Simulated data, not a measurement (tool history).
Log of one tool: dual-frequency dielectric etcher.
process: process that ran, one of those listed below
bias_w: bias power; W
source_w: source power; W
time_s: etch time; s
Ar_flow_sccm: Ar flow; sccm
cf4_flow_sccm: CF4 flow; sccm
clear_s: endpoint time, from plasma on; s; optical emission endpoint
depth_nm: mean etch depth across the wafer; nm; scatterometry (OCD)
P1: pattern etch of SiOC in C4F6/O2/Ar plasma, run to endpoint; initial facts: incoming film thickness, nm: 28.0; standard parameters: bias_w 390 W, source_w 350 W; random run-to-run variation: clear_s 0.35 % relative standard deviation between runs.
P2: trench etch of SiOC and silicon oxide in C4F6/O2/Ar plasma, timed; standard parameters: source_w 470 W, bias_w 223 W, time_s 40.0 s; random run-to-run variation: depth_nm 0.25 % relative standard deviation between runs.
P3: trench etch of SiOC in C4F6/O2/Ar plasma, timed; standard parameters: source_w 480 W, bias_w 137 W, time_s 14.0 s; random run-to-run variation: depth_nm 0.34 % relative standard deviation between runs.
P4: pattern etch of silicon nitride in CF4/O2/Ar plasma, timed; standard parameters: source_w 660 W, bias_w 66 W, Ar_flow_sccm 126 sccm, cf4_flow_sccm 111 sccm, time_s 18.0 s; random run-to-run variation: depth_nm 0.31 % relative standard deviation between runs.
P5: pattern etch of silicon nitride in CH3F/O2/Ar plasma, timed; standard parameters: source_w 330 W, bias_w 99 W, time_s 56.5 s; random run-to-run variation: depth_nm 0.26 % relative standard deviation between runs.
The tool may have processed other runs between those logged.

| run | hour | process | bias_w | source_w | time_s | Ar_flow_sccm | cf4_flow_sccm | clear_s | depth_nm |
|---|---|---|---|---|---|---|---|---|---|
| 1 | 14.4 | P1 | 390 | 350 |  |  |  | 10.8320 |  |
| 2 | 25.5 | P1 | 390 | 350 |  |  |  | 10.8460 |  |
| 3 | 39.0 | P1 | 390 | 350 |  |  |  | 10.8320 |  |
| 4 | 49.1 | P2 | 137 | 470 | 40.0 |  |  |  | 78.301 |
| 5 | 56.0 | P1 | 390 | 200 |  |  |  | 13.3790 |  |
| 6 | 67.9 | P1 | 295 | 410 |  |  |  | 11.2760 |  |
| 7 | 81.6 | P2 | 223 | 470 | 40.0 |  |  |  | 91.384 |
| 8 | 95.6 | P2 | 223 | 470 | 23.0 |  |  |  | 52.546 |
| 9 | 109.5 | P4 | 66 | 440 | 18.0 | 126 | 111 |  | 34.556 |
| 10 | 122.9 | P1 | 316 | 350 |  |  |  | 11.7300 |  |
| 11 | 130.0 | P4 | 66 | 660 | 18.0 | 74 | 111 |  | 52.009 |
| 12 | 139.0 | P5 | 99 | 460 | 56.5 |  |  |  | 46.865 |
|  | 148.4 | bias power generator calibrated |
| 13 | 151.7 | P1 | 485 | 350 |  |  |  | 9.9948 |  |
| 14 | 167.1 | P5 | 99 | 330 | 56.5 |  |  |  | 41.367 |
| 15 | 175.1 | P4 | 66 | 660 | 24.0 | 126 | 111 |  | 65.580 |
| 16 | 186.3 | P4 | 66 | 660 | 18.0 | 126 | 111 |  | 48.947 |
| 17 | 194.3 | P3 | 137 | 480 | 10.0 |  |  |  | 20.586 |
| 18 | 202.0 | P1 | 390 | 420 |  |  |  | 10.1400 |  |
| 19 | 215.6 | P1 | 390 | 350 |  |  |  | 10.8200 |  |
| 20 | 225.2 | P1 | 390 | 350 |  |  |  | 10.8530 |  |
| 21 | 233.4 | P2 | 223 | 470 | 40.0 |  |  |  | 91.796 |
| 22 | 240.8 | P5 | 99 | 330 | 33.5 |  |  |  | 24.488 |

Predict the results of run 23:
| 23 | 256.5 | P3 | 137 | 480 | 14.0 |  |  |  | ? |

{"run 23": {"depth_nm": 28.91}}

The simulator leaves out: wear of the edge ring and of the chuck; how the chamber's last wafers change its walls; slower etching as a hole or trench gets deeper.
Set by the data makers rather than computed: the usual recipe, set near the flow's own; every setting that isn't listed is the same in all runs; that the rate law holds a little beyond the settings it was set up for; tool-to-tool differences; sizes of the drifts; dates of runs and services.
